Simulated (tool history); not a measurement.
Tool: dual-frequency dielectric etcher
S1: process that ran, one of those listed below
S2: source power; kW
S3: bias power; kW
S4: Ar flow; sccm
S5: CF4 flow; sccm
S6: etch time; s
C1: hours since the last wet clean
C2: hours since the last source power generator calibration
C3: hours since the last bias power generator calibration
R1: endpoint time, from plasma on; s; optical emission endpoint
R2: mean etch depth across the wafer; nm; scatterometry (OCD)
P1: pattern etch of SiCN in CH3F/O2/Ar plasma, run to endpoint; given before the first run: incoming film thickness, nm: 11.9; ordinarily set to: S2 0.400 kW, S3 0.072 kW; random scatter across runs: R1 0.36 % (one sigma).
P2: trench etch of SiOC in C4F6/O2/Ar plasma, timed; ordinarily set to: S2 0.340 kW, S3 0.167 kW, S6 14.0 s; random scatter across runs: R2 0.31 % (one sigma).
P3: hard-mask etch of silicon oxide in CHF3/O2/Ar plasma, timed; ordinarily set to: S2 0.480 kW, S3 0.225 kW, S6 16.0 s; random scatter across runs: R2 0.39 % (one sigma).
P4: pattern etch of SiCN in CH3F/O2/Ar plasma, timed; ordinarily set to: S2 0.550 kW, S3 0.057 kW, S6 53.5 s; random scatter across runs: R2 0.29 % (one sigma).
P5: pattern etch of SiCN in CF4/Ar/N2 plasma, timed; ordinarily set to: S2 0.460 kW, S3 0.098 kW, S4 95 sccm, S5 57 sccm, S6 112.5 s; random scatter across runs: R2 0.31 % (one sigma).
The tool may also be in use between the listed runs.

run,hour,S1,S2,S3,S4,S5,S6,C1,C2,C3,R1,R2
1,3.6,P1,0.400,0.072,,,,204.2,974.3,797.3,31.173,
2,9.7,P5,0.460,0.098,95,57,112.5,210.3,980.4,803.4,,108.120
3,15.1,P3,0.480,0.159,,,16.0,215.7,985.8,808.8,,28.917
4,22.0,P5,0.460,0.098,95,40,112.5,222.6,992.7,815.7,,102.860
5,25.5,P4,0.550,0.057,,,53.5,226.1,996.2,819.2,,20.969
6,33.3,P3,0.480,0.225,,,22.5,233.9,1004.0,827.0,,46.045
7,36.8,P1,0.400,0.072,,,,237.4,1007.5,830.5,30.856,
8,40.4,P5,0.370,0.098,95,57,112.5,241.0,1011.1,834.1,,89.265
9,47.2,P2,0.340,0.167,,,19.5,247.8,1017.9,840.9,,37.715
10,53.7,P5,0.460,0.061,95,57,112.5,254.3,1024.4,847.4,,90.421
11,60.8,P3,0.480,0.225,,,16.0,261.4,1031.5,854.5,,32.986
12,64.5,P1,0.400,0.090,,,,265.1,1035.2,858.2,28.661,
13,69.6,P4,0.550,0.057,,,74.0,270.2,1040.3,863.3,,29.013
14,73.3,P1,0.290,0.072,,,,273.9,1044.0,867.0,34.844,
15,79.1,P1,0.400,0.072,,,,279.7,1049.8,872.8,30.959,
16,86.6,P2,0.440,0.167,,,14.0,287.2,1057.3,880.3,,29.876
17,94.0,P1,0.400,0.072,,,,294.6,1064.7,887.7,30.962,
18,99.6,P1,0.250,0.054,,,,300.2,1070.3,893.3,40.974,
19,105.7,P1,0.400,0.058,,,,306.3,1076.4,899.4,33.365,
20,112.8,P1,0.540,0.072,,,,313.4,1083.5,906.5,27.789,
# hour 114.3: source power generator calibrated
21,117.6,P4,0.420,0.057,,,53.5,318.2,3.3,911.3,,19.032
22,123.6,P5,0.460,0.098,95,57,112.5,324.2,9.3,917.3,,107.260
23,129.0,P2,0.340,0.236,,,14.0,329.6,14.7,922.7,,30.320
24,133.0,P3,0.480,0.225,,,16.0,333.6,18.7,926.7,,32.818
25,138.8,P5,0.460,0.098,123,57,112.5,339.4,24.5,932.5,,103.800
26,142.7,P3,0.590,0.225,,,16.0,343.3,28.4,936.4,,35.399
27,148.2,P4,0.550,0.080,,,53.5,348.8,33.9,941.9,,23.583
28,155.6,P2,0.340,0.167,,,14.0,356.2,41.3,949.3,,27.018
29,163.2,P1,0.500,0.086,,,,363.8,48.9,956.9,26.826,
30,167.5,P5,0.460,0.098,95,57,73.0,368.1,53.2,961.2,,69.616
31,173.6,P1,0.400,0.072,,,,374.2,59.3,967.3,30.798,
32,177.5,P1,0.400,0.072,,,,378.1,63.2,971.2,31.242,
33,184.5,P1,0.400,0.072,,,,385.1,70.2,978.2,31.745,
34,188.3,P1,0.400,0.072,,,,388.9,74.0,982.0,31.740,
35,195.2,P1,0.400,0.072,,,,395.8,80.9,988.9,31.496,
# hour 196.9: wet clean of the chamber
36,200.6,P1,0.400,0.072,,,,3.8,86.3,994.3,31.500,
37,204.7,P1,0.400,0.072,,,,7.9,90.4,998.4,31.642,

The output of P1 has drifted from where it used to be. Each of the 2 causes below, taken at the size shown beside it, accounts for the log equally well:
A: bias power that arrives under what is set, % = 4.98
B: source power that arrives under what is set, % = 4.67
Onset of the creep was near hour 173.6.
Each remaining cause and why it is not a fit:
chamber walls in a state that lowers the etch rate, %: serviced at hour 196.9, which brought nothing back

4 check runs are offered, one wafer each, their results left as question marks. Which one tells the causes apart?
check 1,208.8,P5,0.460,0.098,95,57,112.5,,,,,?
check 2,208.8,P3,0.480,0.225,,,16.0,,,,,?
check 3,208.8,P4,0.550,0.057,,,53.5,,,,,?
check 4,208.8,P2,0.340,0.167,,,14.0,,,,,?

How each check would come out, cause by cause:
check,result,if A,if B
check 1,R2,105.720,103.370
check 2,R2,32.221,32.225
check 3,R2,20.704,20.664
check 4,R2,26.529,26.460
Per check, the gap between the least separated pair of causes, taken in the result that splits them most: check 1 2.25 %; check 2 0.01 %; check 3 0.19 %; check 4 0.26 %
Check 1 distinguishes between the causes, while the remaining checks would return nearly the same result for all of them.

Check 1 was carried out, with these results: R2 105.650 nm. Which of the listed causes is responsible?

The cause is A: bias power that arrives under what is set, %.
